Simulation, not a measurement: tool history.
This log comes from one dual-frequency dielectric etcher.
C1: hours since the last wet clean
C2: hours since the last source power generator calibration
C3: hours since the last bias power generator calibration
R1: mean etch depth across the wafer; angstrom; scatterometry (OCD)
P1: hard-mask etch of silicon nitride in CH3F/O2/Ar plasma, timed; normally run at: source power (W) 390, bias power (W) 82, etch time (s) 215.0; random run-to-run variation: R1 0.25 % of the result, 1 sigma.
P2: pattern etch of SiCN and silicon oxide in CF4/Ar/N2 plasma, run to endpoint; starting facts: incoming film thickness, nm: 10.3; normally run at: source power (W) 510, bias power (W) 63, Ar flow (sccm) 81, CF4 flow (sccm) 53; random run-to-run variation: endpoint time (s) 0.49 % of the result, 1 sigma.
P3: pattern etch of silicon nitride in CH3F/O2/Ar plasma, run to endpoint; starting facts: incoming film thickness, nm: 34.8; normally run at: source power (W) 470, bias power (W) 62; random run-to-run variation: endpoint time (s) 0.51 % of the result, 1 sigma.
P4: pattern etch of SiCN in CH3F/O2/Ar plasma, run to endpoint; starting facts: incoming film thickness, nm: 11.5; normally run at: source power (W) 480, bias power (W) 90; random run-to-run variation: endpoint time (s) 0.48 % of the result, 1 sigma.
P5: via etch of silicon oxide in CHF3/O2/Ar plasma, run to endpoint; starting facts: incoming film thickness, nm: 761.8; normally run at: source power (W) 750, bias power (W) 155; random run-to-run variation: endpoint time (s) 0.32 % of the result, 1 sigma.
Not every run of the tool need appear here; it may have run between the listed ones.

run 1 hour=10.5 | process_that_ran=P1 source_power_(W)=390 bias_power_(W)=82 etch_time_(s)=215.0 | C1=291.3 C2=465.8 C3=1286.1 | R1=1607.7
run 2 hour=22.9 | process_that_ran=P1 source_power_(W)=390 bias_power_(W)=82 etch_time_(s)=215.0 | C1=303.7 C2=478.2 C3=1298.5 | R1=1611.3
run 3 hour=35.1 | process_that_ran=P1 source_power_(W)=390 bias_power_(W)=110 etch_time_(s)=215.0 | C1=315.9 C2=490.4 C3=1310.7 | R1=1789.7
run 4 hour=44.1 | process_that_ran=P4 source_power_(W)=480 bias_power_(W)=54 | C1=324.9 C2=499.4 C3=1319.7 | endpoint_time_(s)=31.657
run 5 hour=55.3 | process_that_ran=P4 source_power_(W)=670 bias_power_(W)=90 | C1=336.1 C2=510.6 C3=1330.9 | endpoint_time_(s)=23.559
run 6 hour=62.9 | process_that_ran=P1 source_power_(W)=390 bias_power_(W)=53 etch_time_(s)=215.0 | C1=343.7 C2=518.2 C3=1338.5 | R1=1385.2
run 7 hour=71.0 | process_that_ran=P5 source_power_(W)=750 bias_power_(W)=155 | C1=351.8 C2=526.3 C3=1346.6 | endpoint_time_(s)=368.980
run 8 hour=78.8 | process_that_ran=P3 source_power_(W)=620 bias_power_(W)=62 | C1=359.6 C2=534.1 C3=1354.4 | endpoint_time_(s)=44.571
run 9 hour=85.1 | process_that_ran=P1 source_power_(W)=390 bias_power_(W)=82 etch_time_(s)=215.0 | C1=365.9 C2=540.4 C3=1360.7 | R1=1606.5
run 10 hour=96.6 | process_that_ran=P1 source_power_(W)=390 bias_power_(W)=82 etch_time_(s)=215.0 | C1=377.4 C2=551.9 C3=1372.2 | R1=1602.9
run 11 hour=104.0 | process_that_ran=P1 source_power_(W)=240 bias_power_(W)=82 etch_time_(s)=215.0 | C1=384.8 C2=559.3 C3=1379.6 | R1=1335.8
run 12 hour=113.9 | process_that_ran=P2 source_power_(W)=510 bias_power_(W)=63 Ar_flow_(sccm)=55 CF4_flow_(sccm)=53 | C1=394.7 C2=569.2 C3=1389.5 | endpoint_time_(s)=10.310
run 13 hour=123.2 | process_that_ran=P2 source_power_(W)=510 bias_power_(W)=63 Ar_flow_(sccm)=81 CF4_flow_(sccm)=53 | C1=404.0 C2=578.5 C3=1398.8 | endpoint_time_(s)=10.903
run 14 hour=133.6 | process_that_ran=P4 source_power_(W)=480 bias_power_(W)=90 | C1=414.4 C2=588.9 C3=1409.2 | endpoint_time_(s)=26.468
run 15 hour=142.4 | process_that_ran=P1 source_power_(W)=390 bias_power_(W)=82 etch_time_(s)=215.0 | C1=423.2 C2=597.7 C3=1418.0 | R1=1606.7
run 16 hour=152.2 | process_that_ran=P1 source_power_(W)=480 bias_power_(W)=113 etch_time_(s)=215.0 | C1=433.0 C2=607.5 C3=1427.8 | R1=1949.0
run 17 hour=161.0 | process_that_ran=P5 source_power_(W)=750 bias_power_(W)=96 | C1=441.8 C2=616.3 C3=1436.6 | endpoint_time_(s)=428.570
run 18 hour=168.3 | process_that_ran=P4 source_power_(W)=480 bias_power_(W)=90 | C1=449.1 C2=623.6 C3=1443.9 | endpoint_time_(s)=26.496
run 19 hour=176.2 | process_that_ran=P5 source_power_(W)=490 bias_power_(W)=155 | C1=457.0 C2=631.5 C3=1451.8 | endpoint_time_(s)=433.980
run 20 hour=186.8 | process_that_ran=P3 source_power_(W)=470 bias_power_(W)=62 | C1=467.6 C2=642.1 C3=1462.4 | endpoint_time_(s)=48.957
run 21 hour=197.2 | process_that_ran=P1 source_power_(W)=310 bias_power_(W)=63 etch_time_(s)=215.0 | C1=478.0 C2=652.5 C3=1472.8 | R1=1346.8
run 22 hour=206.2 | process_that_ran=P2 source_power_(W)=400 bias_power_(W)=63 Ar_flow_(sccm)=81 CF4_flow_(sccm)=53 | C1=487.0 C2=661.5 C3=1481.8 | endpoint_time_(s)=13.514
run 23 hour=216.8 | process_that_ran=P1 source_power_(W)=500 bias_power_(W)=82 etch_time_(s)=215.0 | C1=497.6 C2=672.1 C3=1492.4 | R1=1772.7
run 24 hour=228.9 | process_that_ran=P3 source_power_(W)=470 bias_power_(W)=62 | C1=509.7 C2=684.2 C3=1504.5 | endpoint_time_(s)=49.053
run 25 hour=237.4 | process_that_ran=P2 source_power_(W)=510 bias_power_(W)=76 Ar_flow_(sccm)=81 CF4_flow_(sccm)=53 | C1=518.2 C2=692.7 C3=1513.0 | endpoint_time_(s)=10.200
run 26 hour=245.8 | process_that_ran=P1 source_power_(W)=390 bias_power_(W)=82 etch_time_(s)=292.0 | C1=526.6 C2=701.1 C3=1521.4 | R1=2171.3
run 27 hour=252.2 | process_that_ran=P5 source_power_(W)=750 bias_power_(W)=155 | C1=533.0 C2=707.5 C3=1527.8 | endpoint_time_(s)=368.480
run 28 hour=260.8 | process_that_ran=P1 source_power_(W)=280 bias_power_(W)=82 etch_time_(s)=313.5 | C1=541.6 C2=716.1 C3=1536.4 | R1=2072.8
run 29 hour=270.6 | process_that_ran=P2 source_power_(W)=510 bias_power_(W)=63 Ar_flow_(sccm)=81 CF4_flow_(sccm)=69 | C1=551.4 C2=725.9 C3=1546.2 | endpoint_time_(s)=10.444
run 30 hour=280.9 | process_that_ran=P1 source_power_(W)=390 bias_power_(W)=82 etch_time_(s)=215.0 | C1=561.7 C2=736.2 C3=1556.5 | R1=1610.5
run 31 hour=288.3 | process_that_ran=P2 source_power_(W)=510 bias_power_(W)=63 Ar_flow_(sccm)=81 CF4_flow_(sccm)=53 | C1=569.1 C2=743.6 C3=1563.9 | endpoint_time_(s)=10.985
run 32 hour=300.6 | process_that_ran=P1 source_power_(W)=390 bias_power_(W)=82 etch_time_(s)=158.0 | C1=581.4 C2=755.9 C3=1576.2 | R1=1179.8
run 33 hour=307.2 | process_that_ran=P3 source_power_(W)=470 bias_power_(W)=83 | C1=588.0 C2=762.5 C3=1582.8 | endpoint_time_(s)=44.255
run 34 hour=316.0 | process_that_ran=P1 source_power_(W)=390 bias_power_(W)=82 etch_time_(s)=215.0 | C1=596.8 C2=771.3 C3=1591.6 | R1=1606.2
run 35 hour=325.8 | process_that_ran=P1 source_power_(W)=390 bias_power_(W)=82 etch_time_(s)=215.0 | C1=606.6 C2=781.1 C3=1601.4 | R1=1589.1
run 36 hour=334.5 | process_that_ran=P1 source_power_(W)=390 bias_power_(W)=82 etch_time_(s)=215.0 | C1=615.3 C2=789.8 C3=1610.1 | R1=1590.3
run 37 hour=343.9 | process_that_ran=P1 source_power_(W)=390 bias_power_(W)=82 etch_time_(s)=215.0 | C1=624.7 C2=799.2 C3=1619.5 | R1=1594.3
-- hour=350.9 wet clean of the chamber
run 38 hour=355.1 | process_that_ran=P1 source_power_(W)=390 bias_power_(W)=82 etch_time_(s)=215.0 | C1=4.3 C2=810.4 C3=1630.7 | R1=1585.7
run 39 hour=367.5 | process_that_ran=P1 source_power_(W)=390 bias_power_(W)=82 etch_time_(s)=215.0 | C1=16.7 C2=822.8 C3=1643.1 | R1=1586.7
run 40 hour=374.7 | process_that_ran=P1 source_power_(W)=390 bias_power_(W)=82 etch_time_(s)=215.0 | C1=23.9 C2=830.0 C3=1650.3 | R1=1579.0
run 41 hour=386.9 | process_that_ran=P1 source_power_(W)=390 bias_power_(W)=82 etch_time_(s)=215.0 | C1=36.1 C2=842.2 C3=1662.5 | R1=1590.7

P1 has crept away from where it was. The log is fitted equally well by each of these 2 causes, at the sizes shown:
A: source power that arrives under what is set, % = 4.43
B: bias power that arrives under what is set, % = 4.73
The gradual shift began around hour 316.0.
Other possible causes, and why each is ruled out:
chamber walls in a state that lowers the etch rate, %: serviced at hour 350.9, after the change had begun; the process did not return to its earlier output

4 check runs are offered, each on 3 wafers whose results are averaged, their results left as question marks. Which one tells the causes apart?
run check 1 hour=399.1 | process_that_ran=P5 source_power_(W)=500 bias_power_(W)=121 | endpoint_time_(s)=?
run check 2 hour=399.1 | process_that_ran=P2 source_power_(W)=430 bias_power_(W)=63 Ar_flow_(sccm)=81 CF4_flow_(sccm)=53 | endpoint_time_(s)=?
run check 3 hour=399.1 | process_that_ran=P3 source_power_(W)=560 bias_power_(W)=62 | endpoint_time_(s)=?
run check 4 hour=399.1 | process_that_ran=P4 source_power_(W)=650 bias_power_(W)=59 | endpoint_time_(s)=?

What every check run would give for each of its results, assuming each possible cause in turn:
check=check_1 result=endpoint_time_(s) if_A=475.950 if_B=474.700
check=check_2 result=endpoint_time_(s) if_A=13.197 if_B=12.883
check=check_3 result=endpoint_time_(s) if_A=46.748 if_B=46.653
check=check_4 result=endpoint_time_(s) if_A=27.904 if_B=27.851
Separation of the two closest causes in each check, using whichever result separates them best: check 1 0.26 %; check 2 2.4 %; check 3 0.2 %; check 4 0.19 %
Check 2 tells the causes apart: in the others they would give nearly the same result.

Here is what check 2 returned: endpoint time (s) 13.198. Which cause is it?

It was cause A: source power that arrives under what is set, %.
